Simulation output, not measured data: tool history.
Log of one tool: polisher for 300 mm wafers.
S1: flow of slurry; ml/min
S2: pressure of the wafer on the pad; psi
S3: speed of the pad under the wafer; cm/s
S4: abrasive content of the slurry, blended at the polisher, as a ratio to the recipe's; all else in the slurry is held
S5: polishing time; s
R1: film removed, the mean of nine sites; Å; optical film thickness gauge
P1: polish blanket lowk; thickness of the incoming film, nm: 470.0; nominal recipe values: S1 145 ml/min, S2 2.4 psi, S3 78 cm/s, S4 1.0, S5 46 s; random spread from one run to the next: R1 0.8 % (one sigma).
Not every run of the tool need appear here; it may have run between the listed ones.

{"run": 1, "hour": 8.8, "S1": 145, "S2": 2.4, "S3": 78, "S4": 1.0, "S5": 46, "R1": 161.25}
{"run": 2, "hour": 15.1, "S1": 145, "S2": 3.6, "S3": 78, "S4": 1.0, "S5": 46, "R1": 242.56}
{"run": 3, "hour": 24.3, "S1": 145, "S2": 2.4, "S3": 78, "S4": 1.0, "S5": 68, "R1": 237.45}
{"run": 4, "hour": 29.2, "S1": 145, "S2": 2.4, "S3": 78, "S4": 1.0, "S5": 46, "R1": 162.01}
{"run": 5, "hour": 38.8, "S1": 145, "S2": 2.4, "S3": 78, "S4": 0.7, "S5": 46, "R1": 134.99}
{"run": 6, "hour": 45.2, "S1": 230, "S2": 2.4, "S3": 78, "S4": 1.0, "S5": 46, "R1": 172.3}
{"run": 7, "hour": 53.3, "S1": 145, "S2": 2.4, "S3": 78, "S4": 1.0, "S5": 29, "R1": 101.1}
{"run": 8, "hour": 60.9, "S1": 145, "S2": 2.4, "S3": 78, "S4": 1.5, "S5": 46, "R1": 189.99}
{"hour": 63.6, "done": "conditioning disc replaced and pad reconditioned"}
{"run": 9, "hour": 72.2, "S1": 145, "S2": 2.4, "S3": 78, "S4": 1.0, "S5": 46, "R1": 162.27}
{"run": 10, "hour": 77.5, "S1": 145, "S2": 2.4, "S3": 36, "S4": 1.0, "S5": 46, "R1": 86.929}
{"run": 11, "hour": 86.8, "S1": 145, "S2": 2.4, "S3": 78, "S4": 1.0, "S5": 46, "R1": 159.64}
{"run": 12, "hour": 92.2, "S1": 145, "S2": 1.4, "S3": 78, "S4": 1.3, "S5": 46, "R1": 106.74}
{"hour": 100.3, "done": "head pressure recalibrated"}
{"run": 13, "hour": 102.3, "S1": 145, "S2": 2.4, "S3": 78, "S4": 1.0, "S5": 46, "R1": 164.52}

Run 14 is up next; what results do you expect?
{"run": 14, "hour": 109.4, "S1": 145, "S2": 2.4, "S3": 100, "S4": 1.0, "S5": 46, "R1": "?"}

For run 14 the tool returned R1 196.630 Å.
